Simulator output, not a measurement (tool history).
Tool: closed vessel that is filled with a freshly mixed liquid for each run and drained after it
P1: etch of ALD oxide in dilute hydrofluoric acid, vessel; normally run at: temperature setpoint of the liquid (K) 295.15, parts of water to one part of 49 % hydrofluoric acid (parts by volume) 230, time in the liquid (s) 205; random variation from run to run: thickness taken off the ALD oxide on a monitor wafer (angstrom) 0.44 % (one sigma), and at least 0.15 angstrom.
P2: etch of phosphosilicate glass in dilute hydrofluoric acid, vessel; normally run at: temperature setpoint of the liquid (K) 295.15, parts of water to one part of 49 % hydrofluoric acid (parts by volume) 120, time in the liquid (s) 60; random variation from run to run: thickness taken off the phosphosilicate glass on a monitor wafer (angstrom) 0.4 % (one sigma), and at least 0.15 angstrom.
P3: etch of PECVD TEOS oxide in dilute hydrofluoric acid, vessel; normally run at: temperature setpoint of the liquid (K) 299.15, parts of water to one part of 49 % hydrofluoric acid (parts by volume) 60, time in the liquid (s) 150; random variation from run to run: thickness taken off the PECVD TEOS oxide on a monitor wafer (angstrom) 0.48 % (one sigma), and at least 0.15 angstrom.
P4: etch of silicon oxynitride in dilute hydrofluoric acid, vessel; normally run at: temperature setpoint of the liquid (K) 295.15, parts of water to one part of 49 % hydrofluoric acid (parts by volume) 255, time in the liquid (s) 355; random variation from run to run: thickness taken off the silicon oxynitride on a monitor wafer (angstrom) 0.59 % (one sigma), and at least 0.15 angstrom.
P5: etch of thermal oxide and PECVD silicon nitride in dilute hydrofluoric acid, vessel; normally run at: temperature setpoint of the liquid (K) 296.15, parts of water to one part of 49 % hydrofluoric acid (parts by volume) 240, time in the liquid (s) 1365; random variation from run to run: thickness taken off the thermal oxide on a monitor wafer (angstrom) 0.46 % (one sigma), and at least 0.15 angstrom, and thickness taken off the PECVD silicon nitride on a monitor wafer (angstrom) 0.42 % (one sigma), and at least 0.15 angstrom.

run	hour	process that ran	temperature setpoint of the liquid (K)	parts of water to one part of 49 % hydrofluoric acid (parts by volume)	time in the liquid (s)	thickness taken off the ALD oxide on a monitor wafer (angstrom)	thickness taken off the phosphosilicate glass on a monitor wafer (angstrom)	thickness taken off the PECVD TEOS oxide on a monitor wafer (angstrom)	thickness taken off the silicon oxynitride on a monitor wafer (angstrom)	thickness taken off the thermal oxide on a monitor wafer (angstrom)	thickness taken off the PECVD silicon nitride on a monitor wafer (angstrom)
1	9.4	P1	295.15	230	205	68.849					
2	19.8	P1	295.15	230	205	68.588					
3	30.9	P2	295.15	190	60		324.02				
4	46.2	P1	295.15	230	205	68.612					
5	57.1	P2	295.15	120	100		927.84				
6	67.1	P1	302.65	230	400	173.9					
7	84	P3	307.15	60	150			506.19			
8	97.8	P4	295.15	255	690				83.506		
9	109.8	P4	295.15	255	355				42.367		
10	120.4	P1	290.15	230	205	56.788					
# hour 121.9: thermometer replaced
11	130	P3	299.15	60	150			370.43			
12	146.4	P1	295.15	230	205	69.543					
13	159.8	P1	295.15	230	80	26.696					
14	173.7	P2	303.65	120	60		770.52				
15	185	P5	296.15	240	1365					235.67	91.904
16	199.8	P4	295.15	435	355				22.358		
17	214.4	P1	295.15	130	365	240.19					
18	231	P1	290.15	230	55	15.332					
19	247.5	P5	296.15	65	1365					1058.8	335.32
20	256.3	P1	303.65	230	205	92.201					
21	271.2	P1	295.15	390	205	34.67					
22	287	P2	295.15	120	60		557.64				
23	299.8	P5	296.15	240	95					16.534	6.3576
24	307.4	P3	299.15	95	150			224.63			
25	322.4	P1	295.15	95	205	193.4					
26	330	P5	290.15	240	1365					188.44	62.506
27	344.6	P1	295.15	230	395	132.15					
28	354.8	P3	299.15	60	55			135.28			
29	368.6	P4	300.15	255	355				53.016		
30	382.6	P1	295.15	230	205	69.055					
31	391.5	P1	295.15	230	205	70.842					
32	401	P1	295.15	230	205	72.4					
33	409.6	P1	295.15	230	205	72.865					
34	420.8	P1	295.15	230	205	74.182					
35	430.9	P1	295.15	230	205	74.929					
36	439.4	P1	295.15	230	205	74.764					
37	450.3	P1	295.15	230	205	75.19					
38	465.5	P1	295.15	230	205	74.819					
39	482.1	P1	295.15	230	205	75.252					

What P1 gives has crept away from where it was. These 2 causes fit the log equally well, each at the size given:
A: liquid hotter than its thermometer reads (K) = 2.45
B: hydrofluoric acid flow above the setpoint (%) = 7.58
The creep began at about hour 382.6.

4 check runs are offered, one wafer each, their results left as question marks. Which one tells the causes apart?
check 1	498.7	P3	307.15	95	150			?			
check 2	498.7	P5	296.15	135	1365					?	?
check 3	498.7	P2	302.65	120	60		?				
check 4	498.7	P4	295.15	355	640				?		

What each check would give under each cause:
check	result	if A	if B
check 1	thickness taken off the PECVD TEOS oxide on a monitor wafer (angstrom)	330.27	328.83
check 2	thickness taken off the thermal oxide on a monitor wafer (angstrom)	514.34	508.97
check 2	thickness taken off the PECVD silicon nitride on a monitor wafer (angstrom)	191.09	175.21
check 3	thickness taken off the phosphosilicate glass on a monitor wafer (angstrom)	813.16	809.09
check 4	thickness taken off the silicon oxynitride on a monitor wafer (angstrom)	57.375	56.602
How far apart the two closest causes lie, in the result that separates them most: check 1 0.44 %; check 2 8.68 %; check 3 0.5 %; check 4 1.36 %
Only check 2 tells the causes apart: in the others they would give nearly the same result.

Then check 2 was run and gave: thickness taken off the thermal oxide on a monitor wafer (angstrom) 513.24; thickness taken off the PECVD silicon nitride on a monitor wafer (angstrom) 191.85. Which cause is it?

It is A: liquid hotter than its thermometer reads (K).
